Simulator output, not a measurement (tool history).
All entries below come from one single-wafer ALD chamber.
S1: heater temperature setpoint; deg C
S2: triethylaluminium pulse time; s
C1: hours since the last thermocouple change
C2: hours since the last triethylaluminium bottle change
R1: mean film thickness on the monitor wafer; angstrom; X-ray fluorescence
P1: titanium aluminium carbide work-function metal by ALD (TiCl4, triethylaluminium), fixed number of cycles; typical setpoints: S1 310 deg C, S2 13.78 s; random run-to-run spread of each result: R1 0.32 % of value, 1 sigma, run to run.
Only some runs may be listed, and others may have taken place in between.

Run 1, hour 13.4: S1 310 deg C, S2 13.78 s; C1 356.4; C2 1033.5. Result: R1 21.553 angstrom.
Run 2, hour 21.5: S1 310 deg C, S2 13.78 s; C1 364.5; C2 1041.6. Result: R1 21.279 angstrom.
Run 3, hour 31.4: S1 289 deg C, S2 13.78 s; C1 374.4; C2 1051.5. Result: R1 19.61 angstrom.
Run 4, hour 45.1: S1 310 deg C, S2 13.78 s; C1 388.1; C2 1065.2. Result: R1 21.419 angstrom.
Run 5, hour 57.4: S1 289 deg C, S2 9.59 s; C1 400.4; C2 1077.5. Result: R1 18.886 angstrom.
Run 6, hour 72.2: S1 310 deg C, S2 6.45 s; C1 415.2; C2 1092.3. Result: R1 19.28 angstrom.
At hour 76.5: triethylaluminium bottle replaced.
Run 7, hour 83.2: S1 310 deg C, S2 21.2 s; C1 426.2; C2 6.8. Result: R1 21.571 angstrom.
Run 8, hour 95.7: S1 288 deg C, S2 6.63 s; C1 438.7; C2 19.3. Result: R1 17.589 angstrom.
Run 9, hour 110.6: S1 310 deg C, S2 13.78 s; C1 453.6; C2 34.2. Result: R1 21.437 angstrom.
Run 10, hour 120.4: S1 294 deg C, S2 5.9 s; C1 463.4; C2 44. Result: R1 17.54 angstrom.
Run 11, hour 129.3: S1 310 deg C, S2 13.78 s; C1 472.3; C2 52.9. Result: R1 21.518 angstrom.
Run 12, hour 138.5: S1 333 deg C, S2 13.78 s; C1 481.5; C2 62.1. Result: R1 23.515 angstrom.
Run 13, hour 154.3: S1 310 deg C, S2 13.78 s; C1 497.3; C2 77.9. Result: R1 21.367 angstrom.
Run 14, hour 162.6: S1 310 deg C, S2 13.78 s; C1 505.6; C2 86.2. Result: R1 21.568 angstrom.
Run 15, hour 180.2: S1 310 deg C, S2 13.78 s; C1 523.2; C2 103.8. Result: R1 21.555 angstrom.
Run 16, hour 194.1: S1 310 deg C, S2 13.78 s; C1 537.1; C2 117.7. Result: R1 21.44 angstrom.
Run 17, hour 210.6: S1 310 deg C, S2 13.78 s; C1 553.6; C2 134.2. Result: R1 21.276 angstrom.
Run 18, hour 229: S1 310 deg C, S2 13.78 s; C1 572; C2 152.6. Result: R1 21.275 angstrom.
Run 19, hour 240.9: S1 310 deg C, S2 13.78 s; C1 583.9; C2 164.5. Result: R1 21.052 angstrom.
Run 20, hour 252.4: S1 310 deg C, S2 13.78 s; C1 595.4; C2 176. Result: R1 21.194 angstrom.
Run 21, hour 261.2: S1 310 deg C, S2 13.78 s; C1 604.2; C2 184.8. Result: R1 21.136 angstrom.
Run 22, hour 269.5: S1 310 deg C, S2 13.78 s; C1 612.5; C2 193.1. Result: R1 21.063 angstrom.
Run 23, hour 282.7: S1 310 deg C, S2 13.78 s; C1 625.7; C2 206.3. Result: R1 21.118 angstrom.
Run 24, hour 297.4: S1 310 deg C, S2 13.78 s; C1 640.4; C2 221. Result: R1 21.112 angstrom.
Run 25, hour 310.3: S1 310 deg C, S2 13.78 s; C1 653.3; C2 233.9. Result: R1 21.13 angstrom.

Something has made what P1 gives creep away from where it was; the 2 causes below, each at its own stated size, fit the log equally well:
A: triethylaluminium dose below that of a fresh bottle (%) = 21.7
B: wafer temperature below the value expected at the setpoint (K) = 3.75
Onset of the creep was near hour 180.2.

4 check runs are offered, one wafer each, their results left as question marks. Which one tells the causes apart?
Run check 1, hour 323.2: S1 331 deg C, S2 13.78 s. Result: R1 ?.
Run check 2, hour 323.2: S1 301 deg C, S2 6.95 s. Result: R1 ?.
Run check 3, hour 323.2: S1 289 deg C, S2 13.78 s. Result: R1 ?.
Run check 4, hour 323.2: S1 320 deg C, S2 13.78 s. Result: R1 ?.

What each check would give under each cause:
  check  result    if A    if B
check 1      R1   22.98  23.005
check 2      R1  17.628  18.614
check 3      R1  19.261  19.238
check 4      R1  21.995  22.006
Gap, in per cent, between the two causes that each check separates least, read from the result that separates them most: check 1 0.11 %; check 2 5.44 %; check 3 0.12 %; check 4 0.05 %
Check 2 is the one run that separates the causes; every other check would come out nearly the same whichever cause is at work.

Check 2 was then run and gave: R1 17.661 angstrom. Which cause is it?

It was cause A: triethylaluminium dose below that of a fresh bottle (%).
